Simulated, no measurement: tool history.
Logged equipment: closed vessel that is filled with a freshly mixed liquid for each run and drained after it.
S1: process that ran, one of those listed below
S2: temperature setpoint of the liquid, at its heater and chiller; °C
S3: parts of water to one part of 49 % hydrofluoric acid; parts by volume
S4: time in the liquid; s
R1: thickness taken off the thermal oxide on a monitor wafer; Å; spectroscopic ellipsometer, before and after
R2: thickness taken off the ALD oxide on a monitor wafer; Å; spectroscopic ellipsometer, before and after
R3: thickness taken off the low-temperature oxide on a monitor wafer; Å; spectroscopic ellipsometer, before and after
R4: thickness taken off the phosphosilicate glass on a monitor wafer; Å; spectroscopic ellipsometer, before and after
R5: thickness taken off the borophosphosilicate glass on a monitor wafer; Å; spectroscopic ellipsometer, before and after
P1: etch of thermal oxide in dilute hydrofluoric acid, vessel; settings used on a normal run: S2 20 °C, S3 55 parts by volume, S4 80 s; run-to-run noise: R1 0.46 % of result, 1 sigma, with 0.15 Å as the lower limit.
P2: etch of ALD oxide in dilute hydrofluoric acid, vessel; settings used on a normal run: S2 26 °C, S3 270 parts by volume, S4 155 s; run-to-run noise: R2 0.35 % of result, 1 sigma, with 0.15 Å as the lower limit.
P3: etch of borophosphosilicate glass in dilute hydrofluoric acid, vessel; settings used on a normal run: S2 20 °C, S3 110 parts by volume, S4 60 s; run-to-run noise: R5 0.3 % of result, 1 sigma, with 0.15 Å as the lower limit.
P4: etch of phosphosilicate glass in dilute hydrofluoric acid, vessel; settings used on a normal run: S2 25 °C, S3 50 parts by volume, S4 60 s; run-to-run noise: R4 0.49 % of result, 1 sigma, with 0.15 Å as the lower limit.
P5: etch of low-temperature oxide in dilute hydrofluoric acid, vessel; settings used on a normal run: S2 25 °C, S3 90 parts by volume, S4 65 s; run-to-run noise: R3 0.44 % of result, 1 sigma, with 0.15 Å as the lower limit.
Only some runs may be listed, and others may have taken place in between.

run 1 hour=7.8 | S1=P1 S2=20 S3=55 S4=80 | R1=60.382
run 2 hour=13.1 | S1=P2 S2=26 S3=270 S4=155 | R2=167.22
run 3 hour=22.8 | S1=P5 S2=25 S3=160 S4=65 | R3=60.505
run 4 hour=31.9 | S1=P2 S2=26 S3=380 S4=155 | R2=106.37
run 5 hour=38.7 | S1=P4 S2=25 S3=50 S4=60 | R4=1256
run 6 hour=49.3 | S1=P5 S2=17.5 S3=90 S4=65 | R3=85.015
run 7 hour=54.8 | S1=P4 S2=25 S3=20 S4=60 | R4=3282.6
run 8 hour=60.4 | S1=P1 S2=20 S3=55 S4=80 | R1=59.621
run 9 hour=65.6 | S1=P3 S2=17 S3=110 S4=60 | R5=245.01
run 10 hour=71.9 | S1=P1 S2=20 S3=55 S4=80 | R1=59.79
run 11 hour=77.1 | S1=P1 S2=20 S3=55 S4=30 | R1=22.34
run 12 hour=87.4 | S1=P5 S2=25 S3=90 S4=65 | R3=117.48
run 13 hour=96 | S1=P3 S2=20 S3=110 S4=60 | R5=276.71
run 14 hour=104.2 | S1=P1 S2=20 S3=55 S4=80 | R1=60.12
run 15 hour=114.4 | S1=P5 S2=25 S3=90 S4=30 | R3=53.744
run 16 hour=122.7 | S1=P1 S2=20 S3=30 S4=80 | R1=112.83
run 17 hour=129.9 | S1=P1 S2=20 S3=95 S4=80 | R1=33.012
run 18 hour=135.3 | S1=P3 S2=20 S3=110 S4=60 | R5=276.01
run 19 hour=141.4 | S1=P4 S2=25 S3=50 S4=60 | R4=1261.4
run 20 hour=151.4 | S1=P4 S2=19 S3=50 S4=60 | R4=970.37
run 21 hour=160.9 | S1=P1 S2=17 S3=55 S4=80 | R1=51.964
run 22 hour=171.2 | S1=P1 S2=27 S3=55 S4=80 | R1=79.631

Predict the results of run 23:
run 23 hour=179 | S1=P5 S2=25 S3=90 S4=65 | R3=?

Run 23 measured R3 116.99 Å.

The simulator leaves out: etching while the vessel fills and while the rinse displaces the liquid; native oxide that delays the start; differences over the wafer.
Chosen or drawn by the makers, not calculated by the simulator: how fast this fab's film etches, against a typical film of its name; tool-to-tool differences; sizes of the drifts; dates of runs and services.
